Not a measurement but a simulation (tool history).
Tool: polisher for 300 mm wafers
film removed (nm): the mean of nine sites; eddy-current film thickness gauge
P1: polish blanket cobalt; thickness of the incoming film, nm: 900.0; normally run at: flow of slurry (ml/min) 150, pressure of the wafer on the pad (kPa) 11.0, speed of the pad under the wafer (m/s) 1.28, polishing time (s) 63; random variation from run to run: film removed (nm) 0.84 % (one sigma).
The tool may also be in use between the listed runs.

| run | day | flow of slurry (ml/min) | pressure of the wafer on the pad (kPa) | speed of the pad under the wafer (m/s) | polishing time (s) | wafers polished on this pad | hours since the slurry nozzle was cleaned | hours since the head pressure was calibrated | film removed (nm) |
|---|---|---|---|---|---|---|---|---|---|
| 1 | 0.258 | 150 | 11.0 | 1.28 | 63 | 651 | 354.4 | 207.7 | 283.99 |
| 2 | 0.429 | 150 | 6.2 | 1.28 | 63 | 679 | 358.5 | 211.8 | 158.61 |
| 3 | 0.746 | 150 | 11.0 | 1.28 | 63 | 733 | 366.1 | 219.4 | 279.35 |
| 4 | 0.921 | 150 | 11.0 | 1.28 | 63 | 762 | 370.3 | 223.6 | 282.12 |
| 5 | 1.179 | 200 | 11.0 | 1.28 | 63 | 805 | 376.5 | 229.8 | 295.69 |
| 6 | 1.379 | 185 | 11.0 | 1.60 | 63 | 839 | 381.3 | 234.6 | 359.12 |
| 7 | 1.692 | 150 | 11.0 | 1.28 | 63 | 891 | 388.8 | 242.1 | 283.73 |
| 8 | 2.017 | 150 | 11.0 | 1.28 | 36 | 946 | 396.6 | 249.9 | 161.69 |
| 9 | 2.308 | 150 | 11.0 | 2.02 | 63 | 995 | 403.6 | 256.9 | 446.57 |
| 10 | 2.562 | 150 | 11.0 | 1.28 | 63 | 1038 | 409.7 | 263.0 | 284.35 |
| 11 | 2.888 | 150 | 11.0 | 1.28 | 63 | 1092 | 417.5 | 270.8 | 277.31 |
| 12 | 3.117 | 150 | 11.0 | 0.58 | 63 | 1131 | 423.0 | 276.3 | 127.29 |
| 13 | 3.408 | 90 | 11.0 | 1.28 | 63 | 1180 | 430.0 | 283.3 | 248.80 |
| 14 | 3.571 | 150 | 11.0 | 1.28 | 80 | 1207 | 433.9 | 287.2 | 357.70 |
| 15 | 3.842 | 150 | 15.9 | 1.28 | 63 | 1253 | 440.4 | 293.7 | 404.49 |
| 16 | 4.025 | 150 | 11.0 | 1.28 | 63 | 1283 | 444.8 | 298.1 | 286.05 |
| 17 | 4.304 | 150 | 11.0 | 1.28 | 63 | 1330 | 451.5 | 304.8 | 269.20 |
| 18 | 4.504 | 150 | 11.0 | 1.28 | 63 | 1364 | 456.3 | 309.6 | 269.61 |
| 19 | 4.788 | 150 | 11.0 | 1.28 | 63 | 1411 | 463.1 | 316.4 | 261.69 |
|  | 4.958 | worn pad replaced by a new one |
| 20 | 5.012 | 150 | 11.0 | 1.28 | 63 | 9 | 468.5 | 321.8 | 259.23 |
| 21 | 5.221 | 150 | 11.0 | 1.28 | 63 | 44 | 473.5 | 326.8 | 260.76 |
| 22 | 5.550 | 150 | 11.0 | 1.28 | 63 | 99 | 481.4 | 334.7 | 254.72 |

Run 23 comes next. What will it give?
| 23 | 5.883 | 150 | 11.0 | 1.28 | 63 | 155 | 489.4 | 342.7 | ? |

Run 23 gave film removed (nm) 253.38.
